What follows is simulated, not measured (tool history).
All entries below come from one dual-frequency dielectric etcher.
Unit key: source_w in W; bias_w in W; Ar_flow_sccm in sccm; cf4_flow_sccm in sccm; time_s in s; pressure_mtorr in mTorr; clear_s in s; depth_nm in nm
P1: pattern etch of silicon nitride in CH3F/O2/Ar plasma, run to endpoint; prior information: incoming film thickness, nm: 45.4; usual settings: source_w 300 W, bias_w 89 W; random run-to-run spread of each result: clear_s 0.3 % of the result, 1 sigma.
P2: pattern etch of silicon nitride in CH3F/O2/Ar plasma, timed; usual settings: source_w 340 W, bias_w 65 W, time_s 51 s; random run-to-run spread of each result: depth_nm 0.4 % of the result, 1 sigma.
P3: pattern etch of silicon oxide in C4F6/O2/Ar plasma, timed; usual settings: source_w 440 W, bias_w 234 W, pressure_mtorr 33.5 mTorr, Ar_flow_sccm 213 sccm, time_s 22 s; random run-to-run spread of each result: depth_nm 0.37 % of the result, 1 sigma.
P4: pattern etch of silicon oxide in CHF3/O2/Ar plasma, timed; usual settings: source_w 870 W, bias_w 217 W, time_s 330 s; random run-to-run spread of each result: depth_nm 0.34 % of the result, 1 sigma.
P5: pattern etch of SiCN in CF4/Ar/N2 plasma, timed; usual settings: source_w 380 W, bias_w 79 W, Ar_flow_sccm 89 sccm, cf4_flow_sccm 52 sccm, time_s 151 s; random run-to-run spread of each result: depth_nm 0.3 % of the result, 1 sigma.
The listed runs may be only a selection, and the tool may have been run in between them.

run,hour,process,source_w,bias_w,Ar_flow_sccm,cf4_flow_sccm,time_s,pressure_mtorr,hours since the last wet clean,hours since the last source power generator calibration,hours since the last bias power generator calibration,clear_s,depth_nm
1,10.4,P1,300,89,,,,,274.5,2154.6,2080.6,66.531,
2,22.8,P5,380,60,89,52,151,,286.9,2167,2093,,100.95
3,38.4,P3,440,234,213,,22,33.5,302.5,2182.6,2108.6,,81.109
4,52.8,P1,300,115,,,,,316.9,2197,2123,60.168,
5,61.9,P3,320,234,213,,22,33.5,326,2206.1,2132.1,,71.717
6,76.1,P4,870,217,,,330,,340.2,2220.3,2146.3,,799.73
7,84.9,P1,300,73,,,,,349,2229.1,2155.1,70.927,
8,98.5,P3,440,234,213,,31,33.5,362.6,2242.7,2168.7,,114.1
9,113,P5,380,79,89,52,83,,377.1,2257.2,2183.2,,61.041
10,128.2,P1,210,89,,,,,392.3,2272.4,2198.4,75.523,
11,140.2,P2,450,65,,,51,,404.3,2284.4,2210.4,,36.902
12,147.8,P5,380,79,89,37,151,,411.9,2292,2218,,104.78
13,162.7,P1,250,55,,,,,426.8,2306.9,2232.9,83.63,
14,174.7,P1,300,89,,,,,438.8,2318.9,2244.9,66.191,
15,187.7,P3,440,234,272,,22,33.5,451.8,2331.9,2257.9,,78.698
16,202.3,P3,440,234,213,,22,46.5,466.4,2346.5,2272.5,,77.651
17,218.8,P1,200,115,,,,,482.9,2363,2289,69.322,
18,229.8,P4,870,217,,,438,,493.9,2374,2300,,1063.5
19,241,P1,300,89,,,,,505.1,2385.2,2311.2,66.188,
20,253.6,P2,340,65,,,51,,517.7,2397.8,2323.8,,33.069
# hour 256.3: bias power generator calibrated
21,262.8,P3,440,234,213,,22,33.5,526.9,2407,6.5,,80.216
22,273.9,P5,380,79,89,52,151,,538,2418.1,17.6,,110.85
23,283.9,P2,340,53,,,51,,548,2428.1,27.6,,30.995
24,293.9,P5,540,79,89,52,151,,558,2438.1,37.6,,150.83
25,308.8,P4,870,304,,,330,,572.9,2453,52.5,,899.07
26,319.2,P1,300,89,,,,,583.3,2463.4,62.9,66.531,
27,329.8,P3,440,326,213,,22,33.5,593.9,2474,73.5,,90.744
28,339.7,P1,370,105,,,,,603.8,2483.9,83.4,57.526,
29,353.4,P4,540,217,,,330,,617.5,2497.6,97.1,,671.56
30,360.7,P1,380,89,,,,,624.8,2504.9,104.4,60.416,
31,369.5,P1,300,89,,,,,633.6,2513.7,113.2,66.003,
32,385.3,P1,300,89,,,,,649.4,2529.5,129,66.185,
33,394.9,P2,340,65,,,66,,659,2539.1,138.6,,42.704
34,408.2,P5,380,79,114,52,151,,672.3,2552.4,151.9,,107.06
35,423.8,P1,300,89,,,,,687.9,2568,167.5,66.062,
36,437.9,P1,300,89,,,,,702,2582.1,181.6,65.916,
37,451.2,P1,300,89,,,,,715.3,2595.4,194.9,65.516,
38,466.2,P1,300,89,,,,,730.3,2610.4,209.9,65.374,
39,476.9,P1,300,89,,,,,741,2621.1,220.6,65.279,
40,487.1,P1,300,89,,,,,751.2,2631.3,230.8,65.237,
41,498.9,P1,300,89,,,,,763,2643.1,242.6,65.271,
42,506.2,P1,300,89,,,,,770.3,2650.4,249.9,65.345,
# hour 508.1: wet clean of the chamber
43,516.3,P1,300,89,,,,,8.3,2660.5,260,64.928,
44,527.2,P1,300,89,,,,,19.2,2671.4,270.9,65.132,
45,542.7,P1,300,89,,,,,34.7,2686.9,286.4,64.978,
46,552.3,P1,300,89,,,,,44.3,2696.5,296,64.999,

The log shows P1 creeping away from where it was. Any of the 2 causes listed here, at the size stated for it, fits the log just as well as the others:
A: source power that arrives over what is set, % = 4.13
B: bias power that arrives over what is set, % = 4.19
The drift started at roughly hour 423.8.
Excluded causes, each with its reason:
chamber walls in a state that raises the etch rate, %: serviced at hour 508.1, after the change had begun; the process did not return to its earlier output

Consider the 4 check runs below, whose results appear as question marks and each of which averages 2 wafers. Which one distinguishes the causes, in that each cause would give it a clearly different result?
check 1,561.9,P5,380,79,89,52,151,,,,,,?
check 2,561.9,P4,870,217,,,330,,,,,,?
check 3,561.9,P2,340,65,,,51,,,,,,?
check 4,561.9,P3,440,234,213,,22,33.5,,,,,?

Outcome of each check run for each possible cause:
check,result,if A,if B
check 1,depth_nm,114.79,112.5
check 2,depth_nm,811.24,810.09
check 3,depth_nm,33.708,33.66
check 4,depth_nm,82.07,81.914
How far apart the two closest causes lie, in the result that separates them most: check 1 2.02 %; check 2 0.14 %; check 3 0.14 %; check 4 0.19 %
Only check 1 tells the causes apart: in the others they would give nearly the same result.

Running check 1 produced the following: depth_nm 114.76 nm. Which one of the listed causes fits?

The cause is A: source power that arrives over what is set, %.

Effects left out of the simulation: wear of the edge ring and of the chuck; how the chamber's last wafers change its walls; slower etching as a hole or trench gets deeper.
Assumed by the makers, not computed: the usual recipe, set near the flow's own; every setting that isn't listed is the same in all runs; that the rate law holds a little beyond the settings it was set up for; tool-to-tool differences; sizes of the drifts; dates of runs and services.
